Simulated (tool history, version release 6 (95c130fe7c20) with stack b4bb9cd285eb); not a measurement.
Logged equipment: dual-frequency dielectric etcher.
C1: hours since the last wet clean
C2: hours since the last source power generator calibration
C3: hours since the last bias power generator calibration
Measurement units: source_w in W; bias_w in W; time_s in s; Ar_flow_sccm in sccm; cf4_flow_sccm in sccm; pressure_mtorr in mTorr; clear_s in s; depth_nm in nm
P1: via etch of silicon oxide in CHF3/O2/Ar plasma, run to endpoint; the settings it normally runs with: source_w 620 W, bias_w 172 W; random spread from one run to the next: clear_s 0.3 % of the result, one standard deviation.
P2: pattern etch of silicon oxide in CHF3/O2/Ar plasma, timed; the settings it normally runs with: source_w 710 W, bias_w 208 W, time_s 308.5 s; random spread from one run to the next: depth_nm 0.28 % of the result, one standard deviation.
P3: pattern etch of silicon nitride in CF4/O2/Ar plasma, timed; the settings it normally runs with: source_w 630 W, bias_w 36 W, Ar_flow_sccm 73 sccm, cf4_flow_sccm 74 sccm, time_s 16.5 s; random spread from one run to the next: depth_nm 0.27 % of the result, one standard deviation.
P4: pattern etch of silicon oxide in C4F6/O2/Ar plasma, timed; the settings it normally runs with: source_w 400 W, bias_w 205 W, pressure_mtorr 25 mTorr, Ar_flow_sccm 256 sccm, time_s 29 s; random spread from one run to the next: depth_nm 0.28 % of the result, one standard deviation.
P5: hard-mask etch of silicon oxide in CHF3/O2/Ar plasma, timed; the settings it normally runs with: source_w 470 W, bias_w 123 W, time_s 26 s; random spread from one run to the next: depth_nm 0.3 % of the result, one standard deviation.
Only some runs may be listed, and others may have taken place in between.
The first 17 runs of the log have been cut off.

Run 18, hour 147.7: process P1, source_w 620 W, bias_w 226 W; C1 457.3; C2 1036.6; C3 423.3. Result: clear_s 253.63 s.
Run 19, hour 157.2: process P3, source_w 630 W, bias_w 36 W, time_s 10 s, Ar_flow_sccm 73 sccm, cf4_flow_sccm 74 sccm; C1 466.8; C2 1046.1; C3 432.8. Result: depth_nm 20.386 nm.
Run 20, hour 165.3: process P1, source_w 620 W, bias_w 172 W; C1 474.9; C2 1054.2; C3 440.9. Result: clear_s 278.84 s.
At hour 173.8: source power generator calibrated.
Run 21, hour 175.2: process P3, source_w 630 W, bias_w 36 W, time_s 16.5 s, Ar_flow_sccm 73 sccm, cf4_flow_sccm 55 sccm; C1 484.8; C2 1.5; C3 450.8. Result: depth_nm 32.222 nm.
Run 22, hour 186.2: process P2, source_w 950 W, bias_w 208 W, time_s 308.5 s; C1 495.8; C2 12.5; C3 461.8. Result: depth_nm 772.68 nm.
Run 23, hour 192.3: process P5, source_w 470 W, bias_w 123 W, time_s 14.5 s; C1 501.9; C2 18.6; C3 467.9. Result: depth_nm 23.205 nm.
Run 24, hour 204.4: process P4, source_w 400 W, bias_w 167 W, time_s 29 s, Ar_flow_sccm 256 sccm, pressure_mtorr 25 mTorr; C1 514; C2 30.7; C3 480. Result: depth_nm 95.665 nm.
Run 25, hour 215.1: process P1, source_w 820 W, bias_w 172 W; C1 524.7; C2 41.4; C3 490.7. Result: clear_s 249.39 s.

What will run 26 give?
Run 26, hour 225.5: process P4, source_w 290 W, bias_w 205 W, time_s 29 s, Ar_flow_sccm 256 sccm, pressure_mtorr 25 mTorr; C1 535.1; C2 51.8; C3 501.1. Result: depth_nm ?.

depth_nm: 89.909 nm
